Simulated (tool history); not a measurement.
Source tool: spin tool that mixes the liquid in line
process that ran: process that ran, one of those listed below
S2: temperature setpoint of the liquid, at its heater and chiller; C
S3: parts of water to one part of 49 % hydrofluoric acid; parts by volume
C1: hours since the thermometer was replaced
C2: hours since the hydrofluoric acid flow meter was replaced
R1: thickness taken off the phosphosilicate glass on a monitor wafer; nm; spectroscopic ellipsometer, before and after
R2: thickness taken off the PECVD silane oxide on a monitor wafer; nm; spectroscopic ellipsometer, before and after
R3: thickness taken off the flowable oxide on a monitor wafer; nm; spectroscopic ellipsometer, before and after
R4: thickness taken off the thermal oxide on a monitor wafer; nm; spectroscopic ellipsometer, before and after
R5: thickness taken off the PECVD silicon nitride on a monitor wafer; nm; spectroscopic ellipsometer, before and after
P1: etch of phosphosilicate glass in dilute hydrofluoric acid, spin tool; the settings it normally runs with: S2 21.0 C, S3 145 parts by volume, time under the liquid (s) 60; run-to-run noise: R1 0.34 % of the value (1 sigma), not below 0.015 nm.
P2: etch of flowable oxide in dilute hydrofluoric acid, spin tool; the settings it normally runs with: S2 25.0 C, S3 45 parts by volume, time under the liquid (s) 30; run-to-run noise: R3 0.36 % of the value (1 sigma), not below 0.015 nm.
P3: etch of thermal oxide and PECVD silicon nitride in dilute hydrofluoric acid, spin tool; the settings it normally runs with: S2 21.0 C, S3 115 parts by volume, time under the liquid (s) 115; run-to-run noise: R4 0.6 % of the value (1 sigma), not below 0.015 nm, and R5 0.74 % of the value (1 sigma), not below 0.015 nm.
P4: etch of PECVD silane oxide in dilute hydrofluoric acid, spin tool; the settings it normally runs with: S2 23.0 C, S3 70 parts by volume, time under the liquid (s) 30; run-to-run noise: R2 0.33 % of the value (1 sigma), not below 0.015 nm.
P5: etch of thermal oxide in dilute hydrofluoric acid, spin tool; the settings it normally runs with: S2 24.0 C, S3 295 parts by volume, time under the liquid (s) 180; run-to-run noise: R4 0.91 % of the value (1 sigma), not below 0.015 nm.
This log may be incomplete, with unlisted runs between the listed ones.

Run 1, hour 16.2: process that ran P1, S2 21.0 C, S3 145 parts by volume, time under the liquid (s) 60; C1 804.1; C2 1229.5. Result: R1 37.542 nm.
Run 2, hour 34.8: process that ran P1, S2 26.5 C, S3 145 parts by volume, time under the liquid (s) 60; C1 822.7; C2 1248.1. Result: R1 46.583 nm.
Run 3, hour 53.0: process that ran P1, S2 21.0 C, S3 35 parts by volume, time under the liquid (s) 60; C1 840.9; C2 1266.3. Result: R1 175.550 nm.
Run 4, hour 68.6: process that ran P4, S2 23.0 C, S3 70 parts by volume, time under the liquid (s) 30; C1 856.5; C2 1281.9. Result: R2 21.292 nm.
Run 5, hour 80.2: process that ran P1, S2 21.0 C, S3 200 parts by volume, time under the liquid (s) 60; C1 868.1; C2 1293.5. Result: R1 25.865 nm.
Run 6, hour 91.3: process that ran P2, S2 30.0 C, S3 45 parts by volume, time under the liquid (s) 30; C1 879.2; C2 1304.6. Result: R3 34.180 nm.
Run 7, hour 99.4: process that ran P5, S2 18.0 C, S3 295 parts by volume, time under the liquid (s) 180; C1 887.3; C2 1312.7. Result: R4 1.8815 nm.
Run 8, hour 113.8: process that ran P3, S2 21.0 C, S3 115 parts by volume, time under the liquid (s) 115; C1 901.7; C2 1327.1. Result: R4 4.2881 nm, R5 3.2726 nm.
Run 9, hour 132.4: process that ran P1, S2 21.0 C, S3 145 parts by volume, time under the liquid (s) 60; C1 920.3; C2 1345.7. Result: R1 37.718 nm.
Run 10, hour 143.1: process that ran P1, S2 25.5 C, S3 220 parts by volume, time under the liquid (s) 60; C1 931.0; C2 1356.4. Result: R1 26.919 nm.
Run 11, hour 152.3: process that ran P4, S2 23.0 C, S3 70 parts by volume, time under the liquid (s) 15; C1 940.2; C2 1365.6. Result: R2 10.556 nm.
Run 12, hour 161.2: process that ran P3, S2 21.0 C, S3 210 parts by volume, time under the liquid (s) 115; C1 949.1; C2 1374.5. Result: R4 2.1188 nm, R5 1.8403 nm.
Run 13, hour 178.7: process that ran P1, S2 21.0 C, S3 145 parts by volume, time under the liquid (s) 60; C1 966.6; C2 1392.0. Result: R1 37.486 nm.
Run 14, hour 193.5: process that ran P1, S2 21.0 C, S3 145 parts by volume, time under the liquid (s) 60; C1 981.4; C2 1406.8. Result: R1 37.624 nm.
Run 15, hour 210.3: process that ran P1, S2 21.0 C, S3 210 parts by volume, time under the liquid (s) 25; C1 998.2; C2 1423.6. Result: R1 10.120 nm.
Run 16, hour 229.1: process that ran P2, S2 25.0 C, S3 45 parts by volume, time under the liquid (s) 15; C1 1017.0; C2 1442.4. Result: R3 13.971 nm.
Run 17, hour 243.2: process that ran P4, S2 23.0 C, S3 70 parts by volume, time under the liquid (s) 30; C1 1031.1; C2 1456.5. Result: R2 21.126 nm.
Run 18, hour 254.9: process that ran P4, S2 30.5 C, S3 70 parts by volume, time under the liquid (s) 30; C1 1042.8; C2 1468.2. Result: R2 28.429 nm.
Run 19, hour 273.2: process that ran P3, S2 17.0 C, S3 115 parts by volume, time under the liquid (s) 115; C1 1061.1; C2 1486.5. Result: R4 3.6866 nm, R5 2.5091 nm.
Run 20, hour 287.0: process that ran P1, S2 17.0 C, S3 145 parts by volume, time under the liquid (s) 60; C1 1074.9; C2 1500.3. Result: R1 32.010 nm.
Run 21, hour 300.5: process that ran P2, S2 25.0 C, S3 45 parts by volume, time under the liquid (s) 30; C1 1088.4; C2 1513.8. Result: R3 28.034 nm.
Run 22, hour 314.1: process that ran P4, S2 23.0 C, S3 105 parts by volume, time under the liquid (s) 30; C1 1102.0; C2 1527.4. Result: R2 13.514 nm.
Run 23, hour 332.1: process that ran P5, S2 24.0 C, S3 50 parts by volume, time under the liquid (s) 180; C1 1120.0; C2 1545.4. Result: R4 18.3870 nm.
Run 24, hour 345.8: process that ran P3, S2 21.0 C, S3 115 parts by volume, time under the liquid (s) 220; C1 1133.7; C2 1559.1. Result: R4 8.2027 nm, R5 6.3182 nm.
Run 25, hour 360.9: process that ran P1, S2 21.0 C, S3 145 parts by volume, time under the liquid (s) 110; C1 1148.8; C2 1574.2. Result: R1 68.671 nm.
Run 26, hour 374.8: process that ran P1, S2 21.0 C, S3 145 parts by volume, time under the liquid (s) 60; C1 1162.7; C2 1588.1. Result: R1 37.502 nm.
Run 27, hour 384.6: process that ran P5, S2 24.0 C, S3 295 parts by volume, time under the liquid (s) 180; C1 1172.5; C2 1597.9. Result: R4 2.3081 nm.
Run 28, hour 395.2: process that ran P1, S2 21.0 C, S3 145 parts by volume, time under the liquid (s) 20; C1 1183.1; C2 1608.5. Result: R1 12.598 nm.
Run 29, hour 405.6: process that ran P1, S2 21.0 C, S3 145 parts by volume, time under the liquid (s) 60; C1 1193.5; C2 1618.9. Result: R1 37.654 nm.
Run 30, hour 420.2: process that ran P5, S2 24.0 C, S3 295 parts by volume, time under the liquid (s) 315; C1 1208.1; C2 1633.5. Result: R4 4.2129 nm.
Run 31, hour 429.7: process that ran P2, S2 25.0 C, S3 25 parts by volume, time under the liquid (s) 30; C1 1217.6; C2 1643.0. Result: R3 51.902 nm.
Run 32, hour 445.8: process that ran P1, S2 21.0 C, S3 145 parts by volume, time under the liquid (s) 60; C1 1233.7; C2 1659.1. Result: R1 37.500 nm.
Run 33, hour 458.6: process that ran P1, S2 21.0 C, S3 145 parts by volume, time under the liquid (s) 60; C1 1246.5; C2 1671.9. Result: R1 37.999 nm.
Run 34, hour 476.4: process that ran P1, S2 21.0 C, S3 145 parts by volume, time under the liquid (s) 60; C1 1264.3; C2 1689.7. Result: R1 38.850 nm.
Run 35, hour 490.2: process that ran P1, S2 21.0 C, S3 145 parts by volume, time under the liquid (s) 60; C1 1278.1; C2 1703.5. Result: R1 39.008 nm.
Run 36, hour 506.6: process that ran P1, S2 21.0 C, S3 145 parts by volume, time under the liquid (s) 60; C1 1294.5; C2 1719.9. Result: R1 39.475 nm.
Run 37, hour 516.6: process that ran P1, S2 21.0 C, S3 145 parts by volume, time under the liquid (s) 60; C1 1304.5; C2 1729.9. Result: R1 39.557 nm.
Run 38, hour 532.2: process that ran P1, S2 21.0 C, S3 145 parts by volume, time under the liquid (s) 60; C1 1320.1; C2 1745.5. Result: R1 39.479 nm.
Run 39, hour 546.9: process that ran P1, S2 21.0 C, S3 145 parts by volume, time under the liquid (s) 60; C1 1334.8; C2 1760.2. Result: R1 39.849 nm.
Run 40, hour 556.9: process that ran P1, S2 21.0 C, S3 145 parts by volume, time under the liquid (s) 60; C1 1344.8; C2 1770.2. Result: R1 39.743 nm.
Run 41, hour 575.1: process that ran P1, S2 21.0 C, S3 145 parts by volume, time under the liquid (s) 60; C1 1363.0; C2 1788.4. Result: R1 39.877 nm.
Run 42, hour 594.0: process that ran P1, S2 21.0 C, S3 145 parts by volume, time under the liquid (s) 60; C1 1381.9; C2 1807.3. Result: R1 39.790 nm.
Run 43, hour 603.3: process that ran P1, S2 21.0 C, S3 145 parts by volume, time under the liquid (s) 60; C1 1391.2; C2 1816.6. Result: R1 40.038 nm.

Something has made what P1 gives creep away from where it was; the 2 causes below, each at its own stated size, fit the log equally well:
A: liquid hotter than its thermometer reads (K) = 1.56
B: hydrofluoric acid flow above the setpoint (%) = 5.44
Creep in the process output first set in at about hour 445.8.

Consider the 4 check runs below, whose results appear as question marks and each of which averages 2 wafers. Which one distinguishes the causes, in that each cause would give it a clearly different result?
Run check 1, hour 612.6: process that ran P2, S2 29.0 C, S3 45 parts by volume, time under the liquid (s) 30. Result: R3 ?.
Run check 2, hour 612.6: process that ran P5, S2 24.0 C, S3 125 parts by volume, time under the liquid (s) 305. Result: R4 ?.
Run check 3, hour 612.6: process that ran P3, S2 21.0 C, S3 170 parts by volume, time under the liquid (s) 205. Result: R4 ?, R5 ?.
Run check 4, hour 612.6: process that ran P4, S2 30.0 C, S3 95 parts by volume, time under the liquid (s) 30. Result: R2 ?.

Predicted outcomes, by check and by cause:
  check  result     if A     if B
check 1      R3   35.011   34.830
check 2      R4  12.0340  12.0390
check 3      R4   5.1938   5.2038
check 3      R5   4.4331   4.2166
check 4      R2   21.057   21.092
Gap, in per cent, between the two causes that each check separates least, read from the result that separates them most: check 1 0.52 %; check 2 0.04 %; check 3 5.01 %; check 4 0.16 %
Only check 3 tells the causes apart: in the others they would give nearly the same result.

With check 3 done, the readings were: R4 5.2012 nm; R5 4.1845 nm. Identify which of the listed causes applies.

B is the cause: hydrofluoric acid flow above the setpoint (%).

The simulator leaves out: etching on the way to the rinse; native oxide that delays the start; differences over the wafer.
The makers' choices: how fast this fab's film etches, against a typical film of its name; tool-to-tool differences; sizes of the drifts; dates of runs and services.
